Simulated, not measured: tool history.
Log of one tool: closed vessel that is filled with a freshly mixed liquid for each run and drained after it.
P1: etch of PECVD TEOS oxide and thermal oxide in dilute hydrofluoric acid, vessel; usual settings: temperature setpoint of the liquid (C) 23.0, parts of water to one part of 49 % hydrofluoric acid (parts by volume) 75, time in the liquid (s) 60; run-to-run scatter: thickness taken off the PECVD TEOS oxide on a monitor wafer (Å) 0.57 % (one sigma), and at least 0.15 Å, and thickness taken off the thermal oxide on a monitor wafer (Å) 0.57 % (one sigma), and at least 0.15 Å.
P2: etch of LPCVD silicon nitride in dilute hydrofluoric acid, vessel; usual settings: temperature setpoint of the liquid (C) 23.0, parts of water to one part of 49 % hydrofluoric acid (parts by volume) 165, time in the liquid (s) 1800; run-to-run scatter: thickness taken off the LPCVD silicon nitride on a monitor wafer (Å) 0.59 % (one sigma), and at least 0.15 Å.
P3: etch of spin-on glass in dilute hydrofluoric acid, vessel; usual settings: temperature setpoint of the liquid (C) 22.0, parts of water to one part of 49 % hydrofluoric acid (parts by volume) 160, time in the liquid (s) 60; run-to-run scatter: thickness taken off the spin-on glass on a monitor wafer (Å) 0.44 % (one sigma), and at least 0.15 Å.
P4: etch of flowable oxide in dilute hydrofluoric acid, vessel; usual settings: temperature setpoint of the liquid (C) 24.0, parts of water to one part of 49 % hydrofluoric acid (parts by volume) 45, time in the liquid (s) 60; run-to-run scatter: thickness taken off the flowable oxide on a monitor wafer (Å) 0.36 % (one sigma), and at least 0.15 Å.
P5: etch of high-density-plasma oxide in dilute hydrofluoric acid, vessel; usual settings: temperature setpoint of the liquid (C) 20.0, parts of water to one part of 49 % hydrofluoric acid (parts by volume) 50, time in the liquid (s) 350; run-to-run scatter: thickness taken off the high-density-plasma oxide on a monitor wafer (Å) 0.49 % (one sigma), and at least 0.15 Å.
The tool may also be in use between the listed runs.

| run | hour | process that ran | temperature setpoint of the liquid (C) | parts of water to one part of 49 % hydrofluoric acid (parts by volume) | time in the liquid (s) | thickness taken off the PECVD TEOS oxide on a monitor wafer (Å) | thickness taken off the thermal oxide on a monitor wafer (Å) | thickness taken off the flowable oxide on a monitor wafer (Å) | thickness taken off the high-density-plasma oxide on a monitor wafer (Å) | thickness taken off the LPCVD silicon nitride on a monitor wafer (Å) | thickness taken off the spin-on glass on a monitor wafer (Å) |
|---|---|---|---|---|---|---|---|---|---|---|---|
| 1 | 7.4 | P1 | 23.0 | 75 | 60 | 232.98 | 36.444 |  |  |  |  |
| 2 | 12.0 | P4 | 24.0 | 65 | 60 |  |  | 639.45 |  |  |  |
| 3 | 17.5 | P1 | 17.5 | 75 | 60 | 185.58 | 28.524 |  |  |  |  |
| 4 | 22.9 | P1 | 23.0 | 75 | 60 | 234.43 | 35.864 |  |  |  |  |
| 5 | 29.1 | P5 | 20.0 | 50 | 45 |  |  |  | 68.511 |  |  |
| 6 | 37.5 | P2 | 23.0 | 290 | 1800 |  |  |  |  | 30.858 |  |
| 7 | 45.5 | P5 | 20.0 | 50 | 350 |  |  |  | 530.410 |  |  |
| 8 | 49.6 | P5 | 20.0 | 20 | 350 |  |  |  | 1392.000 |  |  |
| 9 | 55.7 | P3 | 22.0 | 220 | 60 |  |  |  |  |  | 123.64 |
| 10 | 59.7 | P1 | 23.0 | 75 | 60 | 237.14 | 36.336 |  |  |  |  |
| 11 | 64.9 | P2 | 23.0 | 165 | 1800 |  |  |  |  | 54.129 |  |
| 12 | 68.9 | P3 | 22.0 | 160 | 35 |  |  |  |  |  | 105.67 |
| 13 | 73.4 | P1 | 23.0 | 75 | 110 | 429.98 | 65.975 |  |  |  |  |
| 14 | 80.2 | P1 | 23.0 | 75 | 60 | 235.47 | 36.764 |  |  |  |  |
| 15 | 86.5 | P4 | 24.0 | 45 | 60 |  |  | 949.89 |  |  |  |
| 16 | 91.9 | P3 | 22.0 | 160 | 60 |  |  |  |  |  | 179.94 |
| 17 | 98.5 | P4 | 24.0 | 45 | 30 |  |  | 474.96 |  |  |  |
| 18 | 104.7 | P1 | 23.0 | 75 | 60 | 233.62 | 36.122 |  |  |  |  |
| 19 | 111.8 | P2 | 28.5 | 165 | 1800 |  |  |  |  | 76.828 |  |
| 20 | 118.0 | P2 | 23.0 | 165 | 470 |  |  |  |  | 13.836 |  |
| 21 | 125.8 | P1 | 18.0 | 25 | 60 | 606.11 | 94.198 |  |  |  |  |
| 22 | 130.2 | P1 | 23.0 | 75 | 30 | 117.08 | 18.488 |  |  |  |  |
| 23 | 138.9 | P5 | 26.0 | 50 | 350 |  |  |  | 676.590 |  |  |
| 24 | 144.6 | P1 | 29.0 | 20 | 60 | 1213.30 | 188.810 |  |  |  |  |
| 25 | 151.9 | P1 | 23.0 | 75 | 60 | 234.21 | 36.387 |  |  |  |  |
| 26 | 159.6 | P3 | 18.0 | 160 | 60 |  |  |  |  |  | 152.57 |
| 27 | 166.1 | P4 | 28.5 | 45 | 60 |  |  | 1137.50 |  |  |  |
| 28 | 174.7 | P1 | 23.0 | 20 | 60 | 938.92 | 147.260 |  |  |  |  |
| 29 | 182.4 | P1 | 23.0 | 75 | 60 | 234.86 | 36.340 |  |  |  |  |
| 30 | 186.9 | P1 | 31.0 | 75 | 60 | 319.92 | 49.933 |  |  |  |  |
| 31 | 192.8 | P1 | 23.0 | 130 | 60 | 126.65 | 20.129 |  |  |  |  |
| 32 | 198.7 | P1 | 23.0 | 75 | 60 | 235.89 | 36.433 |  |  |  |  |
| 33 | 206.7 | P1 | 23.0 | 75 | 60 | 243.94 | 37.238 |  |  |  |  |
| 34 | 214.9 | P1 | 23.0 | 75 | 60 | 248.69 | 38.160 |  |  |  |  |

Forecast run 35:
| 35 | 218.8 | P1 | 23.0 | 75 | 60 | ? | ? |  |  |  |  |

Run 35 gave thickness taken off the PECVD TEOS oxide on a monitor wafer (Å) 249.17, thickness taken off the thermal oxide on a monitor wafer (Å) 38.896.

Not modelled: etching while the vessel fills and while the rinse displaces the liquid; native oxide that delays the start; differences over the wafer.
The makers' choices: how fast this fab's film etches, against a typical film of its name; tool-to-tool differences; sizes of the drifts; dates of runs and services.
